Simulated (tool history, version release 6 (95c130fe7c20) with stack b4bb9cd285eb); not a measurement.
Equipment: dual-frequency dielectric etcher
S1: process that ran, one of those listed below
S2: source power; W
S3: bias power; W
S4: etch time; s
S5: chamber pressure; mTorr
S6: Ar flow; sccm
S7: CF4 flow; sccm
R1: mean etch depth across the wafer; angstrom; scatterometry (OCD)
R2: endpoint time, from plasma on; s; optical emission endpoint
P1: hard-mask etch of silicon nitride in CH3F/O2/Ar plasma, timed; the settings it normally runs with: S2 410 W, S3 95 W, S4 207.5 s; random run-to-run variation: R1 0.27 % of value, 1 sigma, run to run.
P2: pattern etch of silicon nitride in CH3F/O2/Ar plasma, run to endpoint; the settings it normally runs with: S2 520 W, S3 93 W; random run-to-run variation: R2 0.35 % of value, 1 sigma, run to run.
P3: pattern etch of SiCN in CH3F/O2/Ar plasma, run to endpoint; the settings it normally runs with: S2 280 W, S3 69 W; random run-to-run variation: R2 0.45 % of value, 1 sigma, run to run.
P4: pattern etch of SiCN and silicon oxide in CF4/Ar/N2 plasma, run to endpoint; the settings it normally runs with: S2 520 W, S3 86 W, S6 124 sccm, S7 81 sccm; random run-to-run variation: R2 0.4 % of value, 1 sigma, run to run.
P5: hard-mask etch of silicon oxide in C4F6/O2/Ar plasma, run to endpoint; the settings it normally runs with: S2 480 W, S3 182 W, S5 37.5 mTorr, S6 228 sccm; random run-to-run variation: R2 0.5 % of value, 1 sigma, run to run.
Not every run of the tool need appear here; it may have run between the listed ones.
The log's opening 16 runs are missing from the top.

{"run": 17, "day": 5.567, "S1": "P1", "S2": 410, "S3": 76, "S4": 207.5, "R1": 1515.6}
{"run": 18, "day": 5.979, "S1": "P4", "S2": 520, "S3": 86, "S6": 79, "S7": 81, "R2": 14.315}
{"run": 19, "day": 6.212, "S1": "P1", "S2": 410, "S3": 123, "S4": 207.5, "R1": 1800.1}
{"run": 20, "day": 6.421, "S1": "P4", "S2": 410, "S3": 86, "S6": 124, "S7": 81, "R2": 18.666}
{"run": 21, "day": 6.717, "S1": "P1", "S2": 560, "S3": 95, "S4": 207.5, "R1": 1842}
{"run": 22, "day": 7.017, "S1": "P1", "S2": 410, "S3": 95, "S4": 207.5, "R1": 1640.7}
{"run": 23, "day": 7.404, "S1": "P2", "S2": 700, "S3": 93, "R2": 41.877}
{"run": 24, "day": 7.692, "S1": "P3", "S2": 280, "S3": 85, "R2": 27.03}

Estimate the outcome of run 25 from the log above:
{"run": 25, "day": 8.004, "S1": "P4", "S2": 520, "S3": 86, "S6": 124, "S7": 107, "R2": "?"}

Run 25 yielded R2 14.628 s.
